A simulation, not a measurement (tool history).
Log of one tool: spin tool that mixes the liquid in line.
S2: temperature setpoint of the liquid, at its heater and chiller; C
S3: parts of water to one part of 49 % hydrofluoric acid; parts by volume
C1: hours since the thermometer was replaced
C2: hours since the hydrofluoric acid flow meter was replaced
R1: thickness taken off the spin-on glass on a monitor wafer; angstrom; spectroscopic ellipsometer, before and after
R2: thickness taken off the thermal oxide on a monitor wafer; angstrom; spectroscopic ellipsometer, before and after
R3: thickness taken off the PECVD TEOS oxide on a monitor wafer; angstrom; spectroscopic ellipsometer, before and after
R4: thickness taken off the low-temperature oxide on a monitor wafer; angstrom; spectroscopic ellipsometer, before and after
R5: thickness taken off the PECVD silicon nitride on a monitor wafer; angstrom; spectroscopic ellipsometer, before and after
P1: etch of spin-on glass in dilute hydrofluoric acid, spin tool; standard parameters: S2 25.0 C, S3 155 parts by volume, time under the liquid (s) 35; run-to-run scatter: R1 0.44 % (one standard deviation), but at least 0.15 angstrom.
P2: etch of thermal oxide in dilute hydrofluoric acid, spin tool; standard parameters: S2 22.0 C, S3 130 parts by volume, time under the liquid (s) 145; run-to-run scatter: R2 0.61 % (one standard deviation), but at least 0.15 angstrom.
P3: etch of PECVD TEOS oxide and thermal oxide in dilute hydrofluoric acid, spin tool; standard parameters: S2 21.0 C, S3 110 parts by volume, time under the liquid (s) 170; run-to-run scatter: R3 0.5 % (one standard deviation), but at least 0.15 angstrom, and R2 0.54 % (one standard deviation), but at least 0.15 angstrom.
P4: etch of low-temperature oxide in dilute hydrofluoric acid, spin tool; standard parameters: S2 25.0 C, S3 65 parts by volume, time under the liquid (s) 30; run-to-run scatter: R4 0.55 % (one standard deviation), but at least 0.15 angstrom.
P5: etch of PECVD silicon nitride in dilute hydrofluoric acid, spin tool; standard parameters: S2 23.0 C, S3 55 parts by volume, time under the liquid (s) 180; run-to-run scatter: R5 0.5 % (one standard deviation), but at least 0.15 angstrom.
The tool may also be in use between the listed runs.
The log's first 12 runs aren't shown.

run 13 hour=156.0 | process_that_ran=P2 S2=22.0 S3=130 time_under_the_liquid_(s)=145 | C1=874.3 C2=803.6 | R2=48.282
run 14 hour=173.2 | process_that_ran=P1 S2=25.0 S3=90 time_under_the_liquid_(s)=60 | C1=891.5 C2=820.8 | R1=249.170
run 15 hour=189.8 | process_that_ran=P4 S2=25.0 S3=35 time_under_the_liquid_(s)=30 | C1=908.1 C2=837.4 | R4=216.130
run 16 hour=198.4 | process_that_ran=P3 S2=21.0 S3=165 time_under_the_liquid_(s)=170 | C1=916.7 C2=846.0 | R2=41.299 R3=87.943
run 17 hour=214.5 | process_that_ran=P4 S2=25.0 S3=65 time_under_the_liquid_(s)=30 | C1=932.8 C2=862.1 | R4=111.240
run 18 hour=222.4 | process_that_ran=P1 S2=25.0 S3=220 time_under_the_liquid_(s)=15 | C1=940.7 C2=870.0 | R1=21.838
run 19 hour=234.4 | process_that_ran=P1 S2=21.0 S3=155 time_under_the_liquid_(s)=35 | C1=952.7 C2=882.0 | R1=66.791
run 20 hour=242.2 | process_that_ran=P1 S2=25.0 S3=155 time_under_the_liquid_(s)=50 | C1=960.5 C2=889.8 | R1=111.440
run 21 hour=251.8 | process_that_ran=P1 S2=31.5 S3=155 time_under_the_liquid_(s)=35 | C1=970.1 C2=899.4 | R1=99.093
run 22 hour=264.6 | process_that_ran=P1 S2=25.0 S3=280 time_under_the_liquid_(s)=35 | C1=982.9 C2=912.2 | R1=37.700
run 23 hour=274.8 | process_that_ran=P1 S2=25.0 S3=155 time_under_the_liquid_(s)=15 | C1=993.1 C2=922.4 | R1=33.079
run 24 hour=289.7 | process_that_ran=P5 S2=23.0 S3=55 time_under_the_liquid_(s)=355 | C1=1008.0 C2=937.3 | R5=190.460
run 25 hour=303.9 | process_that_ran=P3 S2=26.0 S3=110 time_under_the_liquid_(s)=170 | C1=1022.2 C2=951.5 | R2=80.845 R3=170.110
run 26 hour=319.5 | process_that_ran=P1 S2=25.0 S3=155 time_under_the_liquid_(s)=35 | C1=1037.8 C2=967.1 | R1=77.509
run 27 hour=333.8 | process_that_ran=P2 S2=22.0 S3=130 time_under_the_liquid_(s)=250 | C1=1052.1 C2=981.4 | R2=83.528
run 28 hour=344.9 | process_that_ran=P2 S2=22.0 S3=130 time_under_the_liquid_(s)=145 | C1=1063.2 C2=992.5 | R2=47.700
run 29 hour=354.8 | process_that_ran=P1 S2=25.0 S3=155 time_under_the_liquid_(s)=35 | C1=1073.1 C2=1002.4 | R1=78.133
run 30 hour=367.7 | process_that_ran=P4 S2=33.0 S3=65 time_under_the_liquid_(s)=30 | C1=1086.0 C2=1015.3 | R4=151.840
run 31 hour=383.0 | process_that_ran=P1 S2=25.0 S3=35 time_under_the_liquid_(s)=35 | C1=1101.3 C2=1030.6 | R1=402.300
run 32 hour=396.5 | process_that_ran=P1 S2=25.0 S3=155 time_under_the_liquid_(s)=35 | C1=1114.8 C2=1044.1 | R1=77.394
run 33 hour=404.9 | process_that_ran=P1 S2=25.0 S3=155 time_under_the_liquid_(s)=35 | C1=1123.2 C2=1052.5 | R1=78.643
run 34 hour=422.0 | process_that_ran=P4 S2=25.0 S3=65 time_under_the_liquid_(s)=30 | C1=1140.3 C2=1069.6 | R4=112.270
run 35 hour=435.8 | process_that_ran=P1 S2=25.0 S3=155 time_under_the_liquid_(s)=35 | C1=1154.1 C2=1083.4 | R1=77.625
run 36 hour=446.3 | process_that_ran=P1 S2=25.0 S3=155 time_under_the_liquid_(s)=35 | C1=1164.6 C2=1093.9 | R1=76.330
run 37 hour=457.7 | process_that_ran=P1 S2=25.0 S3=155 time_under_the_liquid_(s)=35 | C1=1176.0 C2=1105.3 | R1=74.734

The next listed run, before its measurement:
run 38 hour=473.7 | process_that_ran=P1 S2=25.0 S3=155 time_under_the_liquid_(s)=35 | C1=1192.0 C2=1121.3 | R1=?

R1: 74.090 angstrom
